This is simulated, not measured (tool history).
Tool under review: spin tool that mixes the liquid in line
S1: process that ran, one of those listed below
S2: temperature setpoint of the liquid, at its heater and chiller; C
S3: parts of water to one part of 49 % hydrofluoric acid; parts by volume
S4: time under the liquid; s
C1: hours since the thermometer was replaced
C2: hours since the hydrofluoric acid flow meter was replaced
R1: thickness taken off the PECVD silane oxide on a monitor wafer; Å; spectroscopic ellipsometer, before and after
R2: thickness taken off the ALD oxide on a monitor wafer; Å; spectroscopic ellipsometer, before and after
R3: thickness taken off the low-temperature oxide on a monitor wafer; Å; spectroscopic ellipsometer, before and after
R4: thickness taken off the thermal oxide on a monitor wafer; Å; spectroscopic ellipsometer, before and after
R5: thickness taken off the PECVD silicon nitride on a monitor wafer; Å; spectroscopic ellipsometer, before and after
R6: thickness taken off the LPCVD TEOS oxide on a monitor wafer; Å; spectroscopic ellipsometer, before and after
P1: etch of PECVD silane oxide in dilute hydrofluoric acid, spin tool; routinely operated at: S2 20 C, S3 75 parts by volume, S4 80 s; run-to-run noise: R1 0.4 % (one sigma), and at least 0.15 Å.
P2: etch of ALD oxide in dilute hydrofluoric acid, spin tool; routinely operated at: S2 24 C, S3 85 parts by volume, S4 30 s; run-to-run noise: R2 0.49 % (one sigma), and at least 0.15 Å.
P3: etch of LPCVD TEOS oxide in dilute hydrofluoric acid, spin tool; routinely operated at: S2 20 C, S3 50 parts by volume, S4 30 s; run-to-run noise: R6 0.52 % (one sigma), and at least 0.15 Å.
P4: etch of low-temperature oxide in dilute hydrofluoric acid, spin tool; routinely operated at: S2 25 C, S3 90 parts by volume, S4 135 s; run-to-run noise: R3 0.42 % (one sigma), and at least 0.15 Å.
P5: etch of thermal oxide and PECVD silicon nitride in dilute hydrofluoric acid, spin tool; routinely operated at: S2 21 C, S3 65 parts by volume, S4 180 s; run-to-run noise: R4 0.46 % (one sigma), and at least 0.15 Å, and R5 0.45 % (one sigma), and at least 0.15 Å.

Run 1, day 0.333: S1 P1, S2 20 C, S3 75 parts by volume, S4 80 s; C1 978.7; C2 336.3. Result: R1 465.96 Å.
Run 2, day 0.938: S1 P1, S2 20 C, S3 75 parts by volume, S4 80 s; C1 993.2; C2 350.8. Result: R1 464.73 Å.
Run 3, day 1.533: S1 P2, S2 24 C, S3 85 parts by volume, S4 30 s; C1 1007.5; C2 365.1. Result: R2 117.240 Å.
Run 4, day 2.050: S1 P1, S2 20 C, S3 75 parts by volume, S4 80 s; C1 1019.9; C2 377.5. Result: R1 463.35 Å.
Run 5, day 2.408: S1 P1, S2 24 C, S3 75 parts by volume, S4 80 s; C1 1028.5; C2 386.1. Result: R1 547.97 Å.
Run 6, day 2.842: S1 P1, S2 17 C, S3 75 parts by volume, S4 80 s; C1 1038.9; C2 396.5. Result: R1 410.36 Å.
Run 7, day 3.333: S1 P4, S2 25 C, S3 90 parts by volume, S4 135 s; C1 1050.7; C2 408.3. Result: R3 162.700 Å.
Run 8, day 3.833: S1 P5, S2 21 C, S3 65 parts by volume, S4 40 s; C1 1062.7; C2 420.3. Result: R4 26.902 Å, R5 28.479 Å.
Run 9, day 4.308: S1 P4, S2 25 C, S3 155 parts by volume, S4 135 s; C1 1074.1; C2 431.7. Result: R3 87.451 Å.
Run 10, day 4.875: S1 P3, S2 20 C, S3 50 parts by volume, S4 15 s; C1 1087.7; C2 445.3. Result: R6 98.512 Å.
Run 11, day 5.396: S1 P4, S2 25 C, S3 90 parts by volume, S4 15 s; C1 1100.2; C2 457.8. Result: R3 18.338 Å.
Run 12, day 5.704: S1 P1, S2 17 C, S3 120 parts by volume, S4 80 s; C1 1107.6; C2 465.2. Result: R1 245.40 Å.
Run 13, day 6.054: S1 P1, S2 20 C, S3 75 parts by volume, S4 150 s; C1 1116.0; C2 473.6. Result: R1 874.46 Å.
Run 14, day 6.700: S1 P5, S2 21 C, S3 65 parts by volume, S4 180 s; C1 1131.5; C2 489.1. Result: R4 122.490 Å, R5 126.410 Å.
Run 15, day 7.367: S1 P3, S2 20 C, S3 50 parts by volume, S4 30 s; C1 1147.5; C2 505.1. Result: R6 196.210 Å.
Run 16, day 7.896: S1 P3, S2 20 C, S3 50 parts by volume, S4 30 s; C1 1160.2; C2 517.8. Result: R6 195.850 Å.
Run 17, day 8.250: S1 P2, S2 24 C, S3 85 parts by volume, S4 15 s; C1 1168.7; C2 526.3. Result: R2 58.173 Å.
Run 18, day 8.750: S1 P1, S2 20 C, S3 75 parts by volume, S4 80 s; C1 1180.7; C2 538.3. Result: R1 466.80 Å.
Run 19, day 9.242: S1 P3, S2 17 C, S3 50 parts by volume, S4 30 s; C1 1192.5; C2 550.1. Result: R6 171.360 Å.
Run 20, day 9.729: S1 P1, S2 20 C, S3 20 parts by volume, S4 80 s; C1 1204.2; C2 561.8. Result: R1 1875.60 Å.
Run 21, day 10.138: S1 P1, S2 20 C, S3 75 parts by volume, S4 80 s; C1 1214.0; C2 571.6. Result: R1 464.99 Å.
Run 22, day 10.496: S1 P3, S2 20 C, S3 20 parts by volume, S4 30 s; C1 1222.6; C2 580.2. Result: R6 503.310 Å.
Run 23, day 10.954: S1 P4, S2 25 C, S3 90 parts by volume, S4 135 s; C1 1233.6; C2 591.2. Result: R3 162.770 Å.
Run 24, day 11.450: S1 P5, S2 17 C, S3 65 parts by volume, S4 180 s; C1 1245.5; C2 603.1. Result: R4 102.590 Å, R5 95.894 Å.
Run 25, day 11.738: S1 P4, S2 19 C, S3 90 parts by volume, S4 135 s; C1 1252.4; C2 610.0. Result: R3 127.190 Å.
Run 26, day 12.062: S1 P2, S2 17 C, S3 85 parts by volume, S4 30 s; C1 1260.2; C2 617.8. Result: R2 88.147 Å.
Run 27, day 12.538: S1 P1, S2 20 C, S3 75 parts by volume, S4 80 s; C1 1271.6; C2 629.2. Result: R1 467.51 Å.
Run 28, day 12.950: S1 P1, S2 20 C, S3 110 parts by volume, S4 80 s; C1 1281.5; C2 639.1. Result: R1 304.19 Å.
Run 29, day 13.292: S1 P1, S2 20 C, S3 75 parts by volume, S4 40 s; C1 1289.7; C2 647.3. Result: R1 232.21 Å.
Run 30, day 13.662: S1 P1, S2 20 C, S3 100 parts by volume, S4 125 s; C1 1298.6; C2 656.2. Result: R1 527.86 Å.
Run 31, day 14.008: S1 P5, S2 21 C, S3 25 parts by volume, S4 180 s; C1 1306.9; C2 664.5. Result: R4 332.620 Å, R5 319.970 Å.
Run 32, day 14.529: S1 P2, S2 24 C, S3 150 parts by volume, S4 30 s; C1 1319.4; C2 677.0. Result: R2 61.848 Å.
Run 33, day 15.046: S1 P2, S2 24 C, S3 85 parts by volume, S4 30 s; C1 1331.8; C2 689.4. Result: R2 116.900 Å.
Run 34, day 15.550: S1 P1, S2 20 C, S3 75 parts by volume, S4 80 s; C1 1343.9; C2 701.5. Result: R1 466.75 Å.
Run 35, day 15.996: S1 P1, S2 20 C, S3 75 parts by volume, S4 80 s; C1 1354.6; C2 712.2. Result: R1 446.56 Å.
Run 36, day 16.429: S1 P1, S2 20 C, S3 75 parts by volume, S4 80 s; C1 1365.0; C2 722.6. Result: R1 440.26 Å.
Run 37, day 17.079: S1 P1, S2 20 C, S3 75 parts by volume, S4 80 s; C1 1380.6; C2 738.2. Result: R1 431.10 Å.
Run 38, day 17.608: S1 P1, S2 20 C, S3 75 parts by volume, S4 80 s; C1 1393.3; C2 750.9. Result: R1 427.18 Å.
Run 39, day 17.917: S1 P1, S2 20 C, S3 75 parts by volume, S4 80 s; C1 1400.7; C2 758.3. Result: R1 430.25 Å.
Run 40, day 18.517: S1 P1, S2 20 C, S3 75 parts by volume, S4 80 s; C1 1415.1; C2 772.7. Result: R1 429.54 Å.
Run 41, day 18.929: S1 P1, S2 20 C, S3 75 parts by volume, S4 80 s; C1 1425.0; C2 782.6. Result: R1 424.00 Å.
Run 42, day 19.354: S1 P1, S2 20 C, S3 75 parts by volume, S4 80 s; C1 1435.2; C2 792.8. Result: R1 425.78 Å.

Compared with where it was, what P1 gives has crept away. Each cause listed below fits the log as well as the rest, at the size given for it:
A: hydrofluoric acid flow below the setpoint (%) = 7.69
B: liquid colder than its thermometer reads (K) = 2.08
The gradual shift began around day 15.550.

Consider the 4 single-wafer check runs listed below, results given as question marks: which one distinguishes between the causes by giving clearly different results for each?
Run check 1, day 19.779: S1 P5, S2 17 C, S3 65 parts by volume, S4 180 s. Result: R4 ?, R5 ?.
Run check 2, day 19.779: S1 P2, S2 17 C, S3 115 parts by volume, S4 30 s. Result: R2 ?.
Run check 3, day 19.779: S1 P3, S2 17 C, S3 50 parts by volume, S4 15 s. Result: R6 ?.
Run check 4, day 19.779: S1 P4, S2 22 C, S3 90 parts by volume, S4 30 s. Result: R3 ?.

Check results expected under each cause:
  check  result    if A    if B
check 1      R4  94.254  93.829
check 1      R5  89.007  82.939
check 2      R2  57.185  57.293
check 3      R6  79.104  78.596
check 4      R3  29.254  29.361
Gap, in per cent, between the two causes that each check separates least, read from the result that separates them most: check 1 7.06 %; check 2 0.19 %; check 3 0.65 %; check 4 0.36 %
Check 1 distinguishes between the causes, while the remaining checks would return nearly the same result for all of them.

Check 1 was carried out, with these results: R4 93.594 Å; R5 82.771 Å. Which of the listed causes is responsible?

It is B: liquid colder than its thermometer reads (K).
